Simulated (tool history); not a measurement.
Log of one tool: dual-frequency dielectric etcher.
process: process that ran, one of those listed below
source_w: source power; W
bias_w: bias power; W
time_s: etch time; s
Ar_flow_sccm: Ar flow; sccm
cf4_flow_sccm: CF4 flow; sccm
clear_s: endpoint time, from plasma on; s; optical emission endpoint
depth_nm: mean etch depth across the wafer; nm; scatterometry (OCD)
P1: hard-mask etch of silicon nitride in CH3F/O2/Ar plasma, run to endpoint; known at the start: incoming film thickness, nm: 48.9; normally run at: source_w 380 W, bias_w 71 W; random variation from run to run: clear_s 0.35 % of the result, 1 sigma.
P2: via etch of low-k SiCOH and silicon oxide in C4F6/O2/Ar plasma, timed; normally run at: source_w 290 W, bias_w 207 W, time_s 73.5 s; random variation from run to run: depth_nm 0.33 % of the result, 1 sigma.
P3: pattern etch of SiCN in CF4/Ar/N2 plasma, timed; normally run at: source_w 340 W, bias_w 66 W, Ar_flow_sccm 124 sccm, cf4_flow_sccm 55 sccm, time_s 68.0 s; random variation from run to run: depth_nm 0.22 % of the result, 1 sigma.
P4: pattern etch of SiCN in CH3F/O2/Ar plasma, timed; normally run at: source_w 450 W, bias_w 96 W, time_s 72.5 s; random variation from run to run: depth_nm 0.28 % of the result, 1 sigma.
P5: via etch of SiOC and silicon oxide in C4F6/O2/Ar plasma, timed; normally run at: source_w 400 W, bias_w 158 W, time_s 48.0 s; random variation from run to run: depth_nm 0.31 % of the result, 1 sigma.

| run | hour | process | source_w | bias_w | time_s | Ar_flow_sccm | cf4_flow_sccm | hours since the last wet clean | hours since the last source power generator calibration | hours since the last bias power generator calibration | clear_s | depth_nm |
|---|---|---|---|---|---|---|---|---|---|---|---|---|
| 1 | 11.6 | P1 | 380 | 71 |  |  |  | 226.9 | 794.0 | 447.0 | 76.045 |  |
| 2 | 20.1 | P5 | 400 | 124 | 48.0 |  |  | 235.4 | 802.5 | 455.5 |  | 49.011 |
| 3 | 32.9 | P4 | 450 | 96 | 72.5 |  |  | 248.2 | 815.3 | 468.3 |  | 31.767 |
| 4 | 42.1 | P1 | 240 | 71 |  |  |  | 257.4 | 824.5 | 477.5 | 90.470 |  |
| 5 | 56.0 | P3 | 340 | 66 | 68.0 | 124 | 55 | 271.3 | 838.4 | 491.4 |  | 41.235 |
| 6 | 65.4 | P2 | 290 | 138 | 73.5 |  |  | 280.7 | 847.8 | 500.8 |  | 175.130 |
| 7 | 78.3 | P4 | 450 | 96 | 72.5 |  |  | 293.6 | 860.7 | 513.7 |  | 31.726 |
| 8 | 85.4 | P5 | 260 | 158 | 48.0 |  |  | 300.7 | 867.8 | 520.8 |  | 44.778 |
| 9 | 100.2 | P4 | 450 | 129 | 72.5 |  |  | 315.5 | 882.6 | 535.6 |  | 35.600 |
| 10 | 110.8 | P5 | 400 | 158 | 48.0 |  |  | 326.1 | 893.2 | 546.2 |  | 52.598 |
| 11 | 122.3 | P3 | 340 | 66 | 68.0 | 124 | 77 | 337.6 | 904.7 | 557.7 |  | 43.636 |
| 12 | 133.9 | P2 | 290 | 207 | 107.0 |  |  | 349.2 | 916.3 | 569.3 |  | 288.780 |
| 13 | 146.4 | P5 | 400 | 158 | 69.5 |  |  | 361.7 | 928.8 | 581.8 |  | 76.774 |
| 14 | 157.5 | P4 | 360 | 96 | 72.5 |  |  | 372.8 | 939.9 | 592.9 |  | 29.152 |
| 15 | 167.4 | P2 | 290 | 207 | 73.5 |  |  | 382.7 | 949.8 | 602.8 |  | 198.980 |
| 16 | 175.1 | P4 | 450 | 96 | 91.5 |  |  | 390.4 | 957.5 | 610.5 |  | 39.705 |
| 17 | 190.0 | P1 | 380 | 42 |  |  |  | 405.3 | 972.4 | 625.4 | 89.842 |  |
| 18 | 203.9 | P1 | 380 | 71 |  |  |  | 419.2 | 986.3 | 639.3 | 76.189 |  |
| 19 | 213.7 | P1 | 380 | 71 |  |  |  | 429.0 | 996.1 | 649.1 | 76.178 |  |
| 20 | 220.7 | P1 | 380 | 71 |  |  |  | 436.0 | 1003.1 | 656.1 | 76.451 |  |
| 21 | 234.3 | P2 | 290 | 207 | 73.5 |  |  | 449.6 | 1016.7 | 669.7 |  | 198.830 |
| 22 | 245.4 | P3 | 340 | 66 | 37.5 | 124 | 55 | 460.7 | 1027.8 | 680.8 |  | 22.867 |
| 23 | 255.7 | P1 | 380 | 71 |  |  |  | 471.0 | 1038.1 | 691.1 | 75.939 |  |
| 24 | 267.6 | P1 | 380 | 71 |  |  |  | 482.9 | 1050.0 | 703.0 | 75.724 |  |
| 25 | 274.4 | P2 | 370 | 207 | 73.5 |  |  | 489.7 | 1056.8 | 709.8 |  | 218.380 |
| 26 | 284.5 | P3 | 470 | 66 | 68.0 | 124 | 55 | 499.8 | 1066.9 | 719.9 |  | 54.937 |
| 27 | 291.1 | P3 | 340 | 66 | 68.0 | 124 | 55 | 506.4 | 1073.5 | 726.5 |  | 41.310 |
| 28 | 305.2 | P3 | 340 | 53 | 68.0 | 124 | 55 | 520.5 | 1087.6 | 740.6 |  | 38.154 |
| 29 | 317.6 | P1 | 240 | 45 |  |  |  | 532.9 | 1100.0 | 753.0 | 105.080 |  |
| 30 | 332.1 | P1 | 380 | 96 |  |  |  | 547.4 | 1114.5 | 767.5 | 68.633 |  |
| 31 | 342.0 | P3 | 340 | 66 | 68.0 | 80 | 55 | 557.3 | 1124.4 | 777.4 |  | 44.352 |
| 32 | 350.5 | P1 | 470 | 71 |  |  |  | 565.8 | 1132.9 | 785.9 | 70.398 |  |
| 33 | 362.4 | P1 | 380 | 71 |  |  |  | 577.7 | 1144.8 | 797.8 | 76.265 |  |
| 34 | 375.5 | P1 | 380 | 71 |  |  |  | 590.8 | 1157.9 | 810.9 | 76.933 |  |
| 35 | 387.8 | P1 | 380 | 71 |  |  |  | 603.1 | 1170.2 | 823.2 | 76.902 |  |
| 36 | 401.4 | P1 | 380 | 71 |  |  |  | 616.7 | 1183.8 | 836.8 | 77.512 |  |
| 37 | 415.5 | P1 | 380 | 71 |  |  |  | 630.8 | 1197.9 | 850.9 | 76.939 |  |
| 38 | 429.8 | P1 | 380 | 71 |  |  |  | 645.1 | 1212.2 | 865.2 | 77.552 |  |
|  | 435.6 | wet clean of the chamber |
| 39 | 443.7 | P1 | 380 | 71 |  |  |  | 8.2 | 1226.1 | 879.1 | 77.229 |  |
| 40 | 457.1 | P1 | 380 | 71 |  |  |  | 21.6 | 1239.5 | 892.5 | 77.680 |  |

Run 41 comes next. What will it give?
| 41 | 465.1 | P1 | 380 | 71 |  |  |  | 29.6 | 1247.5 | 900.5 | ? |  |

{"run 41": {"clear_s": 77.129}}

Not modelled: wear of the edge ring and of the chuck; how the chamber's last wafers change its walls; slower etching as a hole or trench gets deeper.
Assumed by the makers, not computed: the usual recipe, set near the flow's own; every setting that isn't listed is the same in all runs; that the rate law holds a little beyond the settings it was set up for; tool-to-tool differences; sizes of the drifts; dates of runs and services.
